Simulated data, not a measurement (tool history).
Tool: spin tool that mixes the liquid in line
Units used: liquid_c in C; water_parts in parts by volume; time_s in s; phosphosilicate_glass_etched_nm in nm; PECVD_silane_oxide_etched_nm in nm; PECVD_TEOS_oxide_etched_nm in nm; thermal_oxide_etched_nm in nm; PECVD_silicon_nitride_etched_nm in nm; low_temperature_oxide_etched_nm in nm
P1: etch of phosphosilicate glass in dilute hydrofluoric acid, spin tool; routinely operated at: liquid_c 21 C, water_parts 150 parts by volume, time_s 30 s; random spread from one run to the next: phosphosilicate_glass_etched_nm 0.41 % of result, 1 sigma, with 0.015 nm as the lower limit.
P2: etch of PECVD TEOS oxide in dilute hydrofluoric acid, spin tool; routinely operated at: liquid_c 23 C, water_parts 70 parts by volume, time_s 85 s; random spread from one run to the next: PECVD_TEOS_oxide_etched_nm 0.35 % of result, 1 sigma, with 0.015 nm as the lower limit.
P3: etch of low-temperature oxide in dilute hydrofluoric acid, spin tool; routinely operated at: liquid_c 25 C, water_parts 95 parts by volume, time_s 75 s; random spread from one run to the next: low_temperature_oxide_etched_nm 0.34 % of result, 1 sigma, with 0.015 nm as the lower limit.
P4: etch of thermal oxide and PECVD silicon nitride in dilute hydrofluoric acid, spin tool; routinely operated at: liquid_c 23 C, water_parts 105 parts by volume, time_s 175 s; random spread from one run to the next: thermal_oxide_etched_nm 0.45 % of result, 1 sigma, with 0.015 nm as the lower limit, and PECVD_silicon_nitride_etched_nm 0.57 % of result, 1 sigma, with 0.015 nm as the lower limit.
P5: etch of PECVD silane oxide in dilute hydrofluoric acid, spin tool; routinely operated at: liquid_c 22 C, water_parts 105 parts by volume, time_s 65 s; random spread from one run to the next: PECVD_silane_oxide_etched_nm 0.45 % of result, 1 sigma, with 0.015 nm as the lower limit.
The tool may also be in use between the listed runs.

| run | hour | process | liquid_c | water_parts | time_s | hours since the thermometer was replaced | hours since the hydrofluoric acid flow meter was replaced | phosphosilicate_glass_etched_nm | PECVD_silane_oxide_etched_nm | PECVD_TEOS_oxide_etched_nm | thermal_oxide_etched_nm | PECVD_silicon_nitride_etched_nm | low_temperature_oxide_etched_nm |
|---|---|---|---|---|---|---|---|---|---|---|---|---|---|
| 1 | 3.3 | P1 | 21 | 150 | 30 | 956.9 | 773.8 | 21.886 |  |  |  |  |  |
| 2 | 7.6 | P5 | 22 | 180 | 65 | 961.2 | 778.1 |  | 14.352 |  |  |  |  |
| 3 | 11.8 | P2 | 23 | 70 | 85 | 965.4 | 782.3 |  |  | 33.677 |  |  |  |
| 4 | 13.8 | P4 | 23 | 105 | 175 | 967.4 | 784.3 |  |  |  | 7.7447 | 4.0922 |  |
| 5 | 15.9 | P3 | 25 | 95 | 75 | 969.5 | 786.4 |  |  |  |  |  | 11.72 |
| 6 | 18.1 | P2 | 23 | 130 | 85 | 971.7 | 788.6 |  |  | 16.878 |  |  |  |
| 7 | 21.5 | P5 | 22 | 105 | 120 | 975.1 | 792 |  | 48.267 |  |  |  |  |
| 8 | 23.9 | P1 | 17 | 150 | 30 | 977.5 | 794.4 | 18.56 |  |  |  |  |  |
| 9 | 27.4 | P4 | 17.5 | 105 | 175 | 981 | 797.9 |  |  |  | 6.2339 | 2.8691 |  |
| 10 | 29.9 | P5 | 22 | 105 | 65 | 983.5 | 800.4 |  | 26.694 |  |  |  |  |
| 11 | 33.8 | P1 | 26.5 | 235 | 30 | 987.4 | 804.3 | 15.591 |  |  |  |  |  |
| 12 | 35.7 | P3 | 25 | 95 | 120 | 989.3 | 806.2 |  |  |  |  |  | 18.622 |
| 13 | 37.7 | P3 | 19 | 95 | 75 | 991.3 | 808.2 |  |  |  |  |  | 9.15 |
| 14 | 41.8 | P3 | 25 | 135 | 75 | 995.4 | 812.3 |  |  |  |  |  | 7.833 |
| 15 | 44.4 | P2 | 30 | 70 | 85 | 998 | 814.9 |  |  | 44.621 |  |  |  |
| 16 | 48.1 | P1 | 21 | 150 | 30 | 1001.7 | 818.6 | 21.899 |  |  |  |  |  |
| 17 | 51.9 | P1 | 21 | 220 | 30 | 1005.5 | 822.4 | 13.827 |  |  |  |  |  |
| 18 | 54.3 | P5 | 28 | 105 | 65 | 1007.9 | 824.8 |  | 33.158 |  |  |  |  |
| 19 | 58.6 | P1 | 21 | 90 | 30 | 1012.2 | 829.1 | 39.006 |  |  |  |  |  |
| 20 | 62.2 | P1 | 21 | 150 | 30 | 1015.8 | 832.7 | 21.905 |  |  |  |  |  |
| 21 | 64.3 | P2 | 23 | 70 | 25 | 1017.9 | 834.8 |  |  | 9.8922 |  |  |  |
| 22 | 68.3 | P5 | 22 | 105 | 65 | 1021.9 | 838.8 |  | 26.389 |  |  |  |  |
| 23 | 72.2 | P1 | 25 | 150 | 30 | 1025.8 | 842.7 | 25.551 |  |  |  |  |  |
| 24 | 75.6 | P4 | 23 | 105 | 95 | 1029.2 | 846.1 |  |  |  | 4.2728 | 2.2479 |  |
| 25 | 78.9 | P1 | 21 | 150 | 30 | 1032.5 | 849.4 | 21.977 |  |  |  |  |  |
| 26 | 83.2 | P1 | 21 | 150 | 15 | 1036.8 | 853.7 | 10.877 |  |  |  |  |  |
| 27 | 87.6 | P1 | 21 | 150 | 50 | 1041.2 | 858.1 | 36.596 |  |  |  |  |  |
| 28 | 90.5 | P2 | 23 | 70 | 85 | 1044.1 | 861 |  |  | 33.64 |  |  |  |
| 29 | 94.5 | P4 | 23 | 40 | 175 | 1048.1 | 865 |  |  |  | 21.907 | 10.652 |  |
| 30 | 97.9 | P1 | 17 | 150 | 15 | 1051.5 | 868.4 | 9.271 |  |  |  |  |  |
| 31 | 100.2 | P1 | 21 | 150 | 30 | 1053.8 | 870.7 | 21.853 |  |  |  |  |  |
| 32 | 103.7 | P1 | 21 | 150 | 30 | 1057.3 | 874.2 | 22.439 |  |  |  |  |  |
| 33 | 106.7 | P1 | 21 | 150 | 30 | 1060.3 | 877.2 | 23.019 |  |  |  |  |  |
| 34 | 108.8 | P1 | 21 | 150 | 30 | 1062.4 | 879.3 | 22.929 |  |  |  |  |  |
| 35 | 112.4 | P1 | 21 | 150 | 30 | 1066 | 882.9 | 23.203 |  |  |  |  |  |
| 36 | 115.7 | P1 | 21 | 150 | 30 | 1069.3 | 886.2 | 23.398 |  |  |  |  |  |
| 37 | 117.8 | P1 | 21 | 150 | 30 | 1071.4 | 888.3 | 23.451 |  |  |  |  |  |
| 38 | 120.4 | P1 | 21 | 150 | 30 | 1074 | 890.9 | 23.452 |  |  |  |  |  |
| 39 | 124.5 | P1 | 21 | 150 | 30 | 1078.1 | 895 | 23.5 |  |  |  |  |  |

P1 no longer gives what it gave before; its output has crept away from where it was. The following 2 causes, each at its listed size, fit the log equally well:
A: liquid hotter than its thermometer reads (K) = 1.84
B: hydrofluoric acid flow above the setpoint (%) = 6.4
The creep began at about hour 100.2.

Question marks stand in for the results of the 4 check runs listed below, each run on one wafer. Under which run would the listed causes show clearly different results?
| check 1 | 128.6 | P2 | 23 | 120 | 85 |  |  |  |  | ? |  |  |  |
| check 2 | 128.6 | P4 | 23 | 65 | 175 |  |  |  |  |  | ? | ? |  |
| check 3 | 128.6 | P3 | 20 | 95 | 75 |  |  |  |  |  |  |  | ? |
| check 4 | 128.6 | P5 | 22 | 160 | 65 |  |  |  | ? |  |  |  |  |

Outcome of each check run for each possible cause:
| check | result | if A | if B |
|---|---|---|---|
| check 1 | PECVD_TEOS_oxide_etched_nm | 19.866 | 19.838 |
| check 2 | thermal_oxide_etched_nm | 14.2 | 14.088 |
| check 2 | PECVD_silicon_nitride_etched_nm | 7.4956 | 7.0418 |
| check 3 | low_temperature_oxide_etched_nm | 10.313 | 10.244 |
| check 4 | PECVD_silane_oxide_etched_nm | 17.542 | 17.574 |
How far apart the two closest causes lie, in the result that separates them most: check 1 0.14 %; check 2 6.25 %; check 3 0.68 %; check 4 0.18 %
The other checks would show nearly matching results whichever cause is true, so check 2 is the only one that separates the causes.

After running check 2, the following was obtained: thermal_oxide_etched_nm 14.028 nm; PECVD_silicon_nitride_etched_nm 7.0064 nm. Which cause does this point to?

B is the cause: hydrofluoric acid flow above the setpoint (%).
